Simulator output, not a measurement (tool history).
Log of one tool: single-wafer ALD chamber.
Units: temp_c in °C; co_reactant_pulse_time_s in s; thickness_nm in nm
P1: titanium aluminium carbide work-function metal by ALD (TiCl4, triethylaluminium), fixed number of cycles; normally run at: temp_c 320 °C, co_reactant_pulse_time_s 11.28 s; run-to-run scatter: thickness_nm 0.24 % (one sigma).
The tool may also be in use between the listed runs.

| run | hour | temp_c | co_reactant_pulse_time_s | hours since the last thermocouple change | hours since the last triethylaluminium bottle change | thickness_nm |
|---|---|---|---|---|---|---|
| 1 | 3.9 | 320 | 11.28 | 1256.4 | 555.5 | 2.2038 |
| 2 | 8.2 | 320 | 11.28 | 1260.7 | 559.8 | 2.2044 |
| 3 | 11.8 | 341 | 11.28 | 1264.3 | 563.4 | 2.387 |
|  | 14.1 | thermocouple changed; heater temperature recalibrated |
| 4 | 17.6 | 320 | 11.28 | 3.6 | 569.2 | 2.212 |
| 5 | 22.6 | 337 | 6.4 | 8.6 | 574.2 | 2.1485 |
| 6 | 28.2 | 335 | 4.29 | 14.2 | 579.8 | 1.8439 |
| 7 | 33.1 | 307 | 11.28 | 19.1 | 584.7 | 2.0891 |
| 8 | 40.4 | 320 | 11.28 | 26.4 | 592 | 2.2076 |
| 9 | 46.2 | 320 | 16.83 | 32.2 | 597.8 | 2.2425 |
| 10 | 52 | 320 | 6.78 | 38 | 603.6 | 2.0367 |
| 11 | 56 | 320 | 11.28 | 42 | 607.6 | 2.2024 |
| 12 | 59.9 | 332 | 17.63 | 45.9 | 611.5 | 2.3526 |
| 13 | 67.2 | 320 | 11.28 | 53.2 | 618.8 | 2.2144 |
| 14 | 72.2 | 320 | 11.28 | 58.2 | 623.8 | 2.1806 |

The next listed run, before its measurement:
| 15 | 79.9 | 320 | 11.28 | 65.9 | 631.5 | ? |

Run 15 gave thickness_nm 2.169 nm.
